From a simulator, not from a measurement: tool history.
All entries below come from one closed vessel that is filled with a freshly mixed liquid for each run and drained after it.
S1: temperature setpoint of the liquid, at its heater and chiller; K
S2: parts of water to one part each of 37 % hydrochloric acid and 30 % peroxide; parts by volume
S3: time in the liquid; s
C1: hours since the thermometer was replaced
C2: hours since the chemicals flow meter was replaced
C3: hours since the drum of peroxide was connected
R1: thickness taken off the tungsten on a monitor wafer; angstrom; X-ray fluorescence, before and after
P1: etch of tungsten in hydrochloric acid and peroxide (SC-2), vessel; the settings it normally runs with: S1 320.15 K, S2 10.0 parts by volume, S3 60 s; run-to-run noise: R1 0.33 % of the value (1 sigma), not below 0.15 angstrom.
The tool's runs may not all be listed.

| run | hour | S1 | S2 | S3 | C1 | C2 | C3 | R1 |
|---|---|---|---|---|---|---|---|---|
| 1 | 12.0 | 320.15 | 10.0 | 60 | 2242.8 | 708.4 | 171.5 | 164.800 |
| 2 | 17.9 | 336.65 | 10.0 | 60 | 2248.7 | 714.3 | 177.4 | 477.030 |
| 3 | 27.5 | 320.15 | 10.0 | 60 | 2258.3 | 723.9 | 187.0 | 164.350 |
| 4 | 39.0 | 320.15 | 4.0 | 60 | 2269.8 | 735.4 | 198.5 | 328.960 |
| 5 | 46.0 | 320.15 | 16.5 | 60 | 2276.8 | 742.4 | 205.5 | 107.040 |
| 6 | 53.9 | 320.15 | 10.0 | 30 | 2284.7 | 750.3 | 213.4 | 82.253 |
| 7 | 65.6 | 320.15 | 10.0 | 60 | 2296.4 | 762.0 | 225.1 | 164.830 |
| 8 | 74.8 | 335.15 | 10.0 | 35 | 2305.6 | 771.2 | 234.3 | 256.430 |
| 9 | 86.9 | 308.15 | 10.0 | 60 | 2317.7 | 783.3 | 246.4 | 70.571 |
| 10 | 99.1 | 320.15 | 10.0 | 110 | 2329.9 | 795.5 | 258.6 | 301.090 |
| 11 | 108.2 | 320.15 | 10.0 | 60 | 2339.0 | 804.6 | 267.7 | 164.710 |
| 12 | 117.9 | 320.15 | 10.0 | 60 | 2348.7 | 814.3 | 277.4 | 164.800 |
| 13 | 125.9 | 320.15 | 10.0 | 60 | 2356.7 | 822.3 | 285.4 | 168.720 |
| 14 | 137.1 | 320.15 | 10.0 | 60 | 2367.9 | 833.5 | 296.6 | 173.040 |
| 15 | 142.9 | 320.15 | 10.0 | 60 | 2373.7 | 839.3 | 302.4 | 174.070 |
| 16 | 149.1 | 320.15 | 10.0 | 60 | 2379.9 | 845.5 | 308.6 | 176.430 |
| 17 | 156.9 | 320.15 | 10.0 | 60 | 2387.7 | 853.3 | 316.4 | 176.960 |
| 18 | 166.8 | 320.15 | 10.0 | 60 | 2397.6 | 863.2 | 326.3 | 178.870 |
| 19 | 174.1 | 320.15 | 10.0 | 60 | 2404.9 | 870.5 | 333.6 | 177.290 |
| 20 | 182.9 | 320.15 | 10.0 | 60 | 2413.7 | 879.3 | 342.4 | 178.320 |
| 21 | 190.7 | 320.15 | 10.0 | 60 | 2421.5 | 887.1 | 350.2 | 178.530 |
| 22 | 200.1 | 320.15 | 10.0 | 60 | 2430.9 | 896.5 | 359.6 | 178.600 |
| 23 | 210.0 | 320.15 | 10.0 | 60 | 2440.8 | 906.4 | 369.5 | 178.670 |

P1 has crept away from where it was. The log is fitted equally well by each of these 2 causes, at the sizes shown:
A: chemicals flow above the setpoint (%) = 10.9
B: liquid hotter than its thermometer reads (K) = 1.26
The creep began at about hour 117.9.
Ruled out, with reasons:
peroxide weaker than its label (%): limited to 8, which would change R1 by -7.4 %, either short of the creep or opposite in sign

The list below offers 4 check runs, each averaging the results of 2 wafers, and shows each result as a question mark. For which of them would the listed causes give clearly different results?
| check 1 | 219.9 | 309.15 | 10.0 | 60 |  |  |  | ? |
| check 2 | 219.9 | 308.15 | 13.0 | 60 |  |  |  | ? |
| check 3 | 219.9 | 311.15 | 4.0 | 60 |  |  |  | ? |
| check 4 | 219.9 | 327.65 | 10.0 | 105 |  |  |  | ? |

If the cause were each of the candidates in turn, the checks would give the following:
| check | result | if A | if B |
|---|---|---|---|
| check 1 | R1 | 82.674 | 83.168 |
| check 2 | R1 | 61.699 | 61.882 |
| check 3 | R1 | 187.750 | 192.020 |
| check 4 | R1 | 516.040 | 513.950 |
Per-check spread between the two closest causes, in the result where they differ most: check 1 0.6 %; check 2 0.3 %; check 3 2.25 %; check 4 0.41 %
Only check 3 tells the causes apart: in the others they would give nearly the same result.

With check 3 done, the readings were: R1 188.000 angstrom. Identify which of the listed causes applies.

The cause is A: chemicals flow above the setpoint (%).
